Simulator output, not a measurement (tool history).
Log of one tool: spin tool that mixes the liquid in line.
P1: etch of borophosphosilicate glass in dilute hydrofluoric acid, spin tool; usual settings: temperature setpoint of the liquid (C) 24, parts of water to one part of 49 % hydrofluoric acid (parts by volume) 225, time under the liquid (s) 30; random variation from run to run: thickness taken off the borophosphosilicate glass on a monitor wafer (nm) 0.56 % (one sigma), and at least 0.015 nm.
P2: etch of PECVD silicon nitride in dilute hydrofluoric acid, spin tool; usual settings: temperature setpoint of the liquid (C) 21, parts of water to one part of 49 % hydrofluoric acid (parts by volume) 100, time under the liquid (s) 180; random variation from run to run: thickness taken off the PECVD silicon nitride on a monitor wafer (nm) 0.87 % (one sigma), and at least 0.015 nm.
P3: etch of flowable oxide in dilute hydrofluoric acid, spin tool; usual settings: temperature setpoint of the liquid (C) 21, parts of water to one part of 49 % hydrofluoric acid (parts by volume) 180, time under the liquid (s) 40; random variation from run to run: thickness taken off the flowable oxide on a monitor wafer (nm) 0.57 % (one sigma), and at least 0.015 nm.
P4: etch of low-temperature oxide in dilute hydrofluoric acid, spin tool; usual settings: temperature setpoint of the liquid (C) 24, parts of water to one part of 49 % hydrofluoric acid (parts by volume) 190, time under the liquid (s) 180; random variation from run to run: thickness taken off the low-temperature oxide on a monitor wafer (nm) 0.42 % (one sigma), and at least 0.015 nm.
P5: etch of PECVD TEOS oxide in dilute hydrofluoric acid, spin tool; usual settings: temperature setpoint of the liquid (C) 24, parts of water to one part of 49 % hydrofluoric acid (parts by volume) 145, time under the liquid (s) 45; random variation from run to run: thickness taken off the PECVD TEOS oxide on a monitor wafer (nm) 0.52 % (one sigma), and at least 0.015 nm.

| run | hour | process that ran | temperature setpoint of the liquid (C) | parts of water to one part of 49 % hydrofluoric acid (parts by volume) | time under the liquid (s) | hours since the thermometer was replaced | hours since the hydrofluoric acid flow meter was replaced | thickness taken off the borophosphosilicate glass on a monitor wafer (nm) | thickness taken off the PECVD TEOS oxide on a monitor wafer (nm) | thickness taken off the flowable oxide on a monitor wafer (nm) | thickness taken off the low-temperature oxide on a monitor wafer (nm) | thickness taken off the PECVD silicon nitride on a monitor wafer (nm) |
|---|---|---|---|---|---|---|---|---|---|---|---|---|
| 1 | 15 | P1 | 24 | 225 | 30 | 2027.1 | 595.2 | 10.31 |  |  |  |  |
| 2 | 26.5 | P1 | 18.5 | 225 | 30 | 2038.6 | 606.7 | 8.3723 |  |  |  |  |
| 3 | 40.9 | P1 | 28.5 | 225 | 60 | 2053 | 621.1 | 23.795 |  |  |  |  |
| 4 | 49.1 | P5 | 24 | 145 | 45 | 2061.2 | 629.3 |  | 5.9879 |  |  |  |
| 5 | 58.5 | P3 | 29 | 180 | 40 | 2070.6 | 638.7 |  |  | 8.3273 |  |  |
| 6 | 67.1 | P4 | 24 | 190 | 180 | 2079.2 | 647.3 |  |  |  | 9.2718 |  |
| 7 | 79.8 | P1 | 24 | 50 | 30 | 2091.9 | 660 | 56.626 |  |  |  |  |
| 8 | 89.5 | P2 | 21 | 100 | 180 | 2101.6 | 669.7 |  |  |  |  | 2.5394 |
| 9 | 98.9 | P2 | 17 | 100 | 180 | 2111 | 679.1 |  |  |  |  | 1.9019 |
| 10 | 107.9 | P4 | 24 | 190 | 180 | 2120 | 688.1 |  |  |  | 9.3194 |  |
| 11 | 125.8 | P2 | 21 | 40 | 180 | 2137.9 | 706 |  |  |  |  | 6.1639 |
| 12 | 141.6 | P1 | 24 | 225 | 30 | 2153.7 | 721.8 | 10.365 |  |  |  |  |
| 13 | 150 | P3 | 21 | 95 | 40 | 2162.1 | 730.2 |  |  | 12.831 |  |  |
| 14 | 166.6 | P3 | 21 | 180 | 65 | 2178.7 | 746.8 |  |  | 10.007 |  |  |
| 15 | 178.3 | P4 | 24 | 190 | 35 | 2190.4 | 758.5 |  |  |  | 1.8273 |  |
| 16 | 192.2 | P5 | 24 | 145 | 45 | 2204.3 | 772.4 |  | 5.9907 |  |  |  |
| 17 | 209.9 | P1 | 24 | 225 | 30 | 2222 | 790.1 | 10.276 |  |  |  |  |
| 18 | 224.8 | P5 | 24 | 200 | 45 | 2236.9 | 805 |  | 4.0601 |  |  |  |
| 19 | 235.9 | P4 | 29 | 190 | 180 | 2248 | 816.1 |  |  |  | 11.03 |  |
| 20 | 245 | P4 | 24 | 85 | 180 | 2257.1 | 825.2 |  |  |  | 23.52 |  |
| 21 | 253.5 | P1 | 24 | 225 | 15 | 2265.6 | 833.7 | 5.0627 |  |  |  |  |
| 22 | 264.7 | P2 | 21 | 100 | 335 | 2276.8 | 844.9 |  |  |  |  | 4.69 |
| 23 | 280 | P1 | 24 | 225 | 30 | 2292.1 | 860.2 | 10.306 |  |  |  |  |
| 24 | 289 | P3 | 21 | 180 | 40 | 2301.1 | 869.2 |  |  | 6.2018 |  |  |
| 25 | 299 | P1 | 24 | 225 | 30 | 2311.1 | 879.2 | 10.307 |  |  |  |  |
|  | 307.9 | hydrofluoric acid flow meter replaced |
| 26 | 309 | P5 | 24 | 145 | 15 | 2321.1 | 1.1 |  | 1.9848 |  |  |  |
| 27 | 319.8 | P1 | 24 | 320 | 30 | 2331.9 | 11.9 | 6.5587 |  |  |  |  |
| 28 | 331.6 | P1 | 24 | 225 | 50 | 2343.7 | 23.7 | 17.128 |  |  |  |  |
| 29 | 341.1 | P1 | 30.5 | 225 | 15 | 2353.2 | 33.2 | 6.4169 |  |  |  |  |
| 30 | 352.9 | P2 | 21 | 100 | 180 | 2365 | 45 |  |  |  |  | 2.5463 |
| 31 | 367 | P1 | 28 | 225 | 30 | 2379.1 | 59.1 | 11.89 |  |  |  |  |
| 32 | 383.7 | P5 | 28.5 | 145 | 45 | 2395.8 | 75.8 |  | 7.1092 |  |  |  |
| 33 | 399 | P1 | 24 | 225 | 30 | 2411.1 | 91.1 | 10.248 |  |  |  |  |
| 34 | 408.4 | P1 | 24 | 225 | 30 | 2420.5 | 100.5 | 9.9774 |  |  |  |  |
| 35 | 426.3 | P1 | 24 | 225 | 30 | 2438.4 | 118.4 | 9.7075 |  |  |  |  |
| 36 | 438.7 | P1 | 24 | 225 | 30 | 2450.8 | 130.8 | 9.6623 |  |  |  |  |
| 37 | 449.5 | P1 | 24 | 225 | 30 | 2461.6 | 141.6 | 9.5583 |  |  |  |  |
| 38 | 463.9 | P1 | 24 | 225 | 30 | 2476 | 156 | 9.6207 |  |  |  |  |
| 39 | 479.5 | P1 | 24 | 225 | 30 | 2491.6 | 171.6 | 9.5057 |  |  |  |  |

What P1 gives has crept away from where it was. These 2 causes fit the log equally well, each at the size given:
A: liquid colder than its thermometer reads (K) = 1.87
B: hydrofluoric acid flow below the setpoint (%) = 5.36
The creep began at about hour 399.

4 check runs are offered, each on 2 wafers whose results are averaged, their results left as question marks. Which one tells the causes apart?
| check 1 | 495.1 | P2 | 21 | 100 | 180 |  |  |  |  |  |  | ? |
| check 2 | 495.1 | P4 | 24 | 190 | 180 |  |  |  |  |  | ? |  |
| check 3 | 495.1 | P5 | 24 | 145 | 45 |  |  |  | ? |  |  |  |
| check 4 | 495.1 | P3 | 21 | 180 | 40 |  |  |  |  | ? |  |  |

What each check would give under each cause:
| check | result | if A | if B |
|---|---|---|---|
| check 1 | thickness taken off the PECVD silicon nitride on a monitor wafer (nm) | 2.2418 | 2.4124 |
| check 2 | thickness taken off the low-temperature oxide on a monitor wafer (nm) | 8.6578 | 8.6887 |
| check 3 | thickness taken off the PECVD TEOS oxide on a monitor wafer (nm) | 5.5557 | 5.6 |
| check 4 | thickness taken off the flowable oxide on a monitor wafer (nm) | 5.7471 | 5.7907 |
How far apart the two closest causes lie, in the result that separates them most: check 1 7.34 %; check 2 0.36 %; check 3 0.79 %; check 4 0.76 %
Check 1 tells the causes apart: in the others they would give nearly the same result.

Check 1 was then run and gave: thickness taken off the PECVD silicon nitride on a monitor wafer (nm) 2.2509. Which cause is it?

It is A: liquid colder than its thermometer reads (K).
